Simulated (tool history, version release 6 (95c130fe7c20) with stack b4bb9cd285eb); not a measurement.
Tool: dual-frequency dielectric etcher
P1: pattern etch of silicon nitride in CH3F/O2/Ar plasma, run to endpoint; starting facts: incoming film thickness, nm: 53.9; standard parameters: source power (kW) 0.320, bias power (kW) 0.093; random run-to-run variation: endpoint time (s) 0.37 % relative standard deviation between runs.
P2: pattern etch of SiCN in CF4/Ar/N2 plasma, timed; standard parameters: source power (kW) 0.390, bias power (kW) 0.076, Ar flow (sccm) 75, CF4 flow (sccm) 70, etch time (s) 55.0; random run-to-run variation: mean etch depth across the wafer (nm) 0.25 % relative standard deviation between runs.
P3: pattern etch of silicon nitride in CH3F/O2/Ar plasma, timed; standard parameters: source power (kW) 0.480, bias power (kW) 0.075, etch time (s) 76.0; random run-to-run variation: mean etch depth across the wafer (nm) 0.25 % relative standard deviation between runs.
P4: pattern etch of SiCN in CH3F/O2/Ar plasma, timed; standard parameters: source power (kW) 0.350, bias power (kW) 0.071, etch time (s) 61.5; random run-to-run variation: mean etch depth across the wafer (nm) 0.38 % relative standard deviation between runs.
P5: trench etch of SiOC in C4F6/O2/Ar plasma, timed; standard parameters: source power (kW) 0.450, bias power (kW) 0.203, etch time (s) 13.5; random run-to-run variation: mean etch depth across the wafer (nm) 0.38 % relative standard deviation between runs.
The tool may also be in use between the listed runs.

run	hour	process that ran	source power (kW)	bias power (kW)	etch time (s)	Ar flow (sccm)	CF4 flow (sccm)	endpoint time (s)	mean etch depth across the wafer (nm)
1	2.7	P1	0.320	0.093				78.472	
2	6.3	P5	0.280	0.203	13.5				25.791
3	8.4	P3	0.480	0.075	76.0				58.923
4	11.5	P2	0.390	0.076	55.0	96	70		42.398
5	15.5	P2	0.390	0.059	55.0	75	70		40.485
6	18.0	P1	0.320	0.093				78.728	
7	20.0	P4	0.350	0.051	61.5				19.170
8	24.0	P1	0.320	0.093				77.940	
9	27.6	P3	0.480	0.075	76.0				59.015
10	31.9	P1	0.320	0.071				86.180	
11	34.8	P1	0.410	0.093				71.362	
12	37.2	P4	0.350	0.071	61.5				21.386
13	39.7	P1	0.320	0.093				78.418	
14	43.8	P1	0.200	0.093				93.591	
15	47.5	P2	0.390	0.076	55.0	75	46		41.367
16	50.3	P2	0.390	0.076	72.5	75	70		57.925
17	54.8	P1	0.320	0.093				78.194	
18	59.2	P3	0.480	0.050	76.0				51.783
19	61.6	P4	0.350	0.071	87.5				30.642
20	65.0	P1	0.320	0.093				78.634	
21	67.3	P5	0.450	0.203	13.5				30.803
22	70.3	P3	0.480	0.075	57.0				44.169
23	72.5	P4	0.460	0.071	61.5				23.751
24	75.6	P1	0.320	0.115				71.884	
25	79.5	P1	0.440	0.061				80.231	

What does the tool deliver on the next run?
26	83.9	P2	0.390	0.076	55.0	75	70		?

{"run 26": {"mean etch depth across the wafer (nm)": 44.044}}

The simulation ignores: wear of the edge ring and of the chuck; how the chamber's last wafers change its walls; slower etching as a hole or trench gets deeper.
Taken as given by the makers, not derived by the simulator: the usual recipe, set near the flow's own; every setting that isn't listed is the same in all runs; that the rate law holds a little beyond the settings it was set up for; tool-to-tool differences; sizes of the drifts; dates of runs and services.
